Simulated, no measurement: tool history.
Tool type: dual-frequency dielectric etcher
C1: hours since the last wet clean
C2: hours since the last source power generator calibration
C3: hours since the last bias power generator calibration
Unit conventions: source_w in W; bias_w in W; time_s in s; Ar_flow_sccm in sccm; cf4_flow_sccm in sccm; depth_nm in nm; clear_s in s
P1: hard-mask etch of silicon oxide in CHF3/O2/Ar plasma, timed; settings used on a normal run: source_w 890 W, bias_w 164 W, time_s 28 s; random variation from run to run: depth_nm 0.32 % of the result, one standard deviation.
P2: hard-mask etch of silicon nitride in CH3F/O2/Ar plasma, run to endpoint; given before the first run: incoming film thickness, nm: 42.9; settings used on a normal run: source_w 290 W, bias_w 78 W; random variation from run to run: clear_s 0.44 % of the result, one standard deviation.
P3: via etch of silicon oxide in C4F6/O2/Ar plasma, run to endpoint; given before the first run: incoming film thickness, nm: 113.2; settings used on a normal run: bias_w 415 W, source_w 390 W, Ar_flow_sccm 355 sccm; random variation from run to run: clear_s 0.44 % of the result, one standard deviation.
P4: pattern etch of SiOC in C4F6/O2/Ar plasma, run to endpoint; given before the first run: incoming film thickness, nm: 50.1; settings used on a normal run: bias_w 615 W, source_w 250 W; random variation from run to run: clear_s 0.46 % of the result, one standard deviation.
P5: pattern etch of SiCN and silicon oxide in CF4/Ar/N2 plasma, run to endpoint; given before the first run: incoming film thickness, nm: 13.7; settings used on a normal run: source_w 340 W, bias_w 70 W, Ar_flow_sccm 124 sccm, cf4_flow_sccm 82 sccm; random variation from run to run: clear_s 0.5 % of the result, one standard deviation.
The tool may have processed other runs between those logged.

Run 1, hour 10: process P1, source_w 890 W, bias_w 164 W, time_s 28 s; C1 280.2; C2 993.9; C3 1478.5. Result: depth_nm 62.601 nm.
Run 2, hour 22.3: process P5, source_w 340 W, bias_w 70 W, Ar_flow_sccm 124 sccm, cf4_flow_sccm 60 sccm; C1 292.5; C2 1006.2; C3 1490.8. Result: clear_s 21.386 s.
Run 3, hour 31.1: process P4, source_w 250 W, bias_w 615 W; C1 301.3; C2 1015; C3 1499.6. Result: clear_s 18.552 s.
Run 4, hour 43.8: process P1, source_w 1180 W, bias_w 164 W, time_s 34.5 s; C1 314; C2 1027.7; C3 1512.3. Result: depth_nm 86.502 nm.
Run 5, hour 53.4: process P1, source_w 890 W, bias_w 164 W, time_s 28 s; C1 323.6; C2 1037.3; C3 1521.9. Result: depth_nm 63.086 nm.
Run 6, hour 69.8: process P1, source_w 890 W, bias_w 164 W, time_s 28 s; C1 340; C2 1053.7; C3 1538.3. Result: depth_nm 62.819 nm.
Run 7, hour 86.1: process P1, source_w 890 W, bias_w 127 W, time_s 28 s; C1 356.3; C2 1070; C3 1554.6. Result: depth_nm 58.14 nm.
Run 8, hour 101.8: process P2, source_w 290 W, bias_w 78 W; C1 372; C2 1085.7; C3 1570.3. Result: clear_s 66.52 s.
Run 9, hour 115: process P5, source_w 340 W, bias_w 70 W, Ar_flow_sccm 94 sccm, cf4_flow_sccm 82 sccm; C1 385.2; C2 1098.9; C3 1583.5. Result: clear_s 19.586 s.
Run 10, hour 132.3: process P2, source_w 180 W, bias_w 78 W; C1 402.5; C2 1116.2; C3 1600.8. Result: clear_s 79.171 s.
Run 11, hour 143.7: process P1, source_w 890 W, bias_w 164 W, time_s 28 s; C1 413.9; C2 1127.6; C3 1612.2. Result: depth_nm 62.972 nm.
Run 12, hour 153.6: process P5, source_w 340 W, bias_w 70 W, Ar_flow_sccm 124 sccm, cf4_flow_sccm 82 sccm; C1 423.8; C2 1137.5; C3 1622.1. Result: clear_s 20.419 s.
Run 13, hour 165.9: process P3, source_w 390 W, bias_w 415 W, Ar_flow_sccm 484 sccm; C1 436.1; C2 1149.8; C3 1634.4. Result: clear_s 28.05 s.
Run 14, hour 179.9: process P1, source_w 890 W, bias_w 164 W, time_s 15.5 s; C1 450.1; C2 1163.8; C3 1648.4. Result: depth_nm 34.841 nm.
Run 15, hour 197.5: process P1, source_w 890 W, bias_w 222 W, time_s 33.5 s; C1 467.7; C2 1181.4; C3 1666. Result: depth_nm 83.476 nm.
Run 16, hour 209.4: process P3, source_w 390 W, bias_w 260 W, Ar_flow_sccm 355 sccm; C1 479.6; C2 1193.3; C3 1677.9. Result: clear_s 31.986 s.
Run 17, hour 220.5: process P3, source_w 300 W, bias_w 415 W, Ar_flow_sccm 355 sccm; C1 490.7; C2 1204.4; C3 1689. Result: clear_s 29.722 s.
Run 18, hour 239.2: process P4, source_w 250 W, bias_w 387 W; C1 509.4; C2 1223.1; C3 1707.7. Result: clear_s 22.161 s.
Run 19, hour 256.2: process P1, source_w 1210 W, bias_w 164 W, time_s 28 s; C1 526.4; C2 1240.1; C3 1724.7. Result: depth_nm 70.97 nm.
Run 20, hour 266.1: process P1, source_w 890 W, bias_w 164 W, time_s 28 s; C1 536.3; C2 1250; C3 1734.6. Result: depth_nm 62.829 nm.
Run 21, hour 284.9: process P4, source_w 250 W, bias_w 615 W; C1 555.1; C2 1268.8; C3 1753.4. Result: clear_s 18.564 s.
Run 22, hour 302.8: process P4, source_w 330 W, bias_w 615 W; C1 573; C2 1286.7; C3 1771.3. Result: clear_s 16.889 s.
Run 23, hour 316.6: process P1, source_w 890 W, bias_w 230 W, time_s 28 s; C1 586.8; C2 1300.5; C3 1785.1. Result: depth_nm 70.386 nm.
Run 24, hour 329.5: process P5, source_w 440 W, bias_w 70 W, Ar_flow_sccm 124 sccm, cf4_flow_sccm 82 sccm; C1 599.7; C2 1313.4; C3 1798. Result: clear_s 16.342 s.
Run 25, hour 342: process P2, source_w 290 W, bias_w 97 W; C1 612.2; C2 1325.9; C3 1810.5. Result: clear_s 61.054 s.

Estimate the outcome of run 26 from the log above:
Run 26, hour 358.7: process P1, source_w 730 W, bias_w 164 W, time_s 28 s; C1 628.9; C2 1342.6; C3 1827.2. Result: depth_nm ?.

depth_nm: 58.096 nm

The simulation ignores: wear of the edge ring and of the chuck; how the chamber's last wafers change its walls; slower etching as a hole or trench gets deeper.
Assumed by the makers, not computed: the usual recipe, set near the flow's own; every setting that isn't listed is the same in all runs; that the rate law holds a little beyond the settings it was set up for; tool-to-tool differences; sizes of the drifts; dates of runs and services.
